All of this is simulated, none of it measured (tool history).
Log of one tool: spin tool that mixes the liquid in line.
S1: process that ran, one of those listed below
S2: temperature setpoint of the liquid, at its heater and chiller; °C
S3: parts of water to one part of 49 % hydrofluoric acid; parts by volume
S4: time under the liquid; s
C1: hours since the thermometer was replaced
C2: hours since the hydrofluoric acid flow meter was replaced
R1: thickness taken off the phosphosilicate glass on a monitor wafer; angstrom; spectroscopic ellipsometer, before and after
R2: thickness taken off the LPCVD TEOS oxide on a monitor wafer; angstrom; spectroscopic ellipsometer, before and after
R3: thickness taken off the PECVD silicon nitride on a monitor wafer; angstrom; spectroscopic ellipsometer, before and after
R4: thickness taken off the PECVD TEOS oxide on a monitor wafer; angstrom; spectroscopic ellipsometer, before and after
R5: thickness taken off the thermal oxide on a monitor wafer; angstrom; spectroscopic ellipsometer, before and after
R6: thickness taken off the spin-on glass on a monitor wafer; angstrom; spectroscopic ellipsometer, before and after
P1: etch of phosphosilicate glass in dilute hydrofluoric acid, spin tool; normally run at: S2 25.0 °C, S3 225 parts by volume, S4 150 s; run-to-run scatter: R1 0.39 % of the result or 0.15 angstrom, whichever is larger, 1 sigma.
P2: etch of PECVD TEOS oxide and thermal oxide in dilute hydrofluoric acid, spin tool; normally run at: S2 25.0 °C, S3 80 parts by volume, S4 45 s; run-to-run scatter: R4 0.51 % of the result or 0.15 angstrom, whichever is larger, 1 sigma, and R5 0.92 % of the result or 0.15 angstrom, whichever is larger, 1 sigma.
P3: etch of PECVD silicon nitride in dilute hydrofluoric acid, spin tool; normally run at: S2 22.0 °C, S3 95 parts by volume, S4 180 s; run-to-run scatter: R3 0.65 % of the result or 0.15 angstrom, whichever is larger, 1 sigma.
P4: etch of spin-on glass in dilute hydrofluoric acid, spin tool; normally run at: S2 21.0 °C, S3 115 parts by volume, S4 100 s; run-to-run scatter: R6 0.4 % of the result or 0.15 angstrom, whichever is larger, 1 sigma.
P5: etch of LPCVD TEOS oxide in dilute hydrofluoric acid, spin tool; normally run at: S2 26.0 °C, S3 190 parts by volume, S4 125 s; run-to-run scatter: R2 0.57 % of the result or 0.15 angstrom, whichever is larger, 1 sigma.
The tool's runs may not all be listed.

| run | day | S1 | S2 | S3 | S4 | C1 | C2 | R1 | R2 | R3 | R4 | R5 | R6 |
|---|---|---|---|---|---|---|---|---|---|---|---|---|---|
| 1 | 0.304 | P1 | 25.0 | 225 | 150 | 668.9 | 291.1 | 479.46 |  |  |  |  |  |
| 2 | 0.517 | P1 | 25.0 | 225 | 150 | 674.0 | 296.2 | 481.60 |  |  |  |  |  |
| 3 | 0.738 | P1 | 17.5 | 225 | 150 | 679.3 | 301.5 | 364.33 |  |  |  |  |  |
| 4 | 0.967 | P1 | 30.0 | 345 | 150 | 684.8 | 307.0 | 328.23 |  |  |  |  |  |
| 5 | 1.258 | P1 | 25.0 | 140 | 150 | 691.8 | 314.0 | 853.25 |  |  |  |  |  |
| 6 | 1.454 | P1 | 25.0 | 225 | 285 | 696.5 | 318.7 | 919.78 |  |  |  |  |  |
| 7 | 1.700 | P1 | 25.0 | 225 | 150 | 702.4 | 324.6 | 482.32 |  |  |  |  |  |
| 8 | 1.992 | P1 | 25.0 | 380 | 150 | 709.4 | 331.6 | 246.81 |  |  |  |  |  |
| 9 | 2.204 | P1 | 25.0 | 225 | 150 | 714.5 | 336.7 | 484.83 |  |  |  |  |  |
| 10 | 2.425 | P5 | 20.0 | 190 | 125 | 719.8 | 342.0 |  | 161.07 |  |  |  |  |
| 11 | 2.642 | P3 | 17.0 | 95 | 180 | 725.0 | 347.2 |  |  | 30.591 |  |  |  |
| 12 | 2.925 | P2 | 25.0 | 80 | 45 | 731.8 | 354.0 |  |  |  | 170.50 | 27.072 |  |
| 13 | 3.225 | P3 | 22.0 | 40 | 180 | 739.0 | 361.2 |  |  | 98.885 |  |  |  |
| 14 | 3.492 | P4 | 21.0 | 190 | 100 | 745.4 | 367.6 |  |  |  |  |  | 179.41 |
| 15 | 3.833 | P5 | 26.0 | 55 | 125 | 753.6 | 375.8 |  | 823.54 |  |  |  |  |
| 16 | 4.071 | P1 | 28.5 | 225 | 150 | 759.3 | 381.5 | 544.82 |  |  |  |  |  |
| 17 | 4.392 | P1 | 25.0 | 225 | 150 | 767.0 | 389.2 | 482.97 |  |  |  |  |  |
| 18 | 4.725 | P5 | 26.0 | 190 | 70 | 775.0 | 397.2 |  | 111.66 |  |  |  |  |
| 19 | 4.904 | P4 | 21.0 | 115 | 100 | 779.3 | 401.5 |  |  |  |  |  | 321.32 |
| 20 | 5.167 | P4 | 26.0 | 115 | 100 | 785.6 | 407.8 |  |  |  |  |  | 389.07 |
| 21 | 5.388 | P1 | 25.0 | 225 | 150 | 790.9 | 413.1 | 483.00 |  |  |  |  |  |
| 22 | 5.575 | P2 | 33.0 | 80 | 45 | 795.4 | 417.6 |  |  |  | 230.32 | 37.366 |  |
| 23 | 5.946 | P1 | 25.0 | 225 | 150 | 804.3 | 426.5 | 484.44 |  |  |  |  |  |
| 24 | 6.112 | P1 | 31.5 | 70 | 150 | 808.3 | 430.5 | 2402.50 |  |  |  |  |  |
| 25 | 6.371 | P5 | 26.0 | 190 | 125 | 814.5 | 436.7 |  | 199.62 |  |  |  |  |

The next listed run, before its measurement:
| 26 | 6.692 | P4 | 21.0 | 115 | 160 | 822.2 | 444.4 |  |  |  |  |  | ? |

R6: 515.66 angstrom
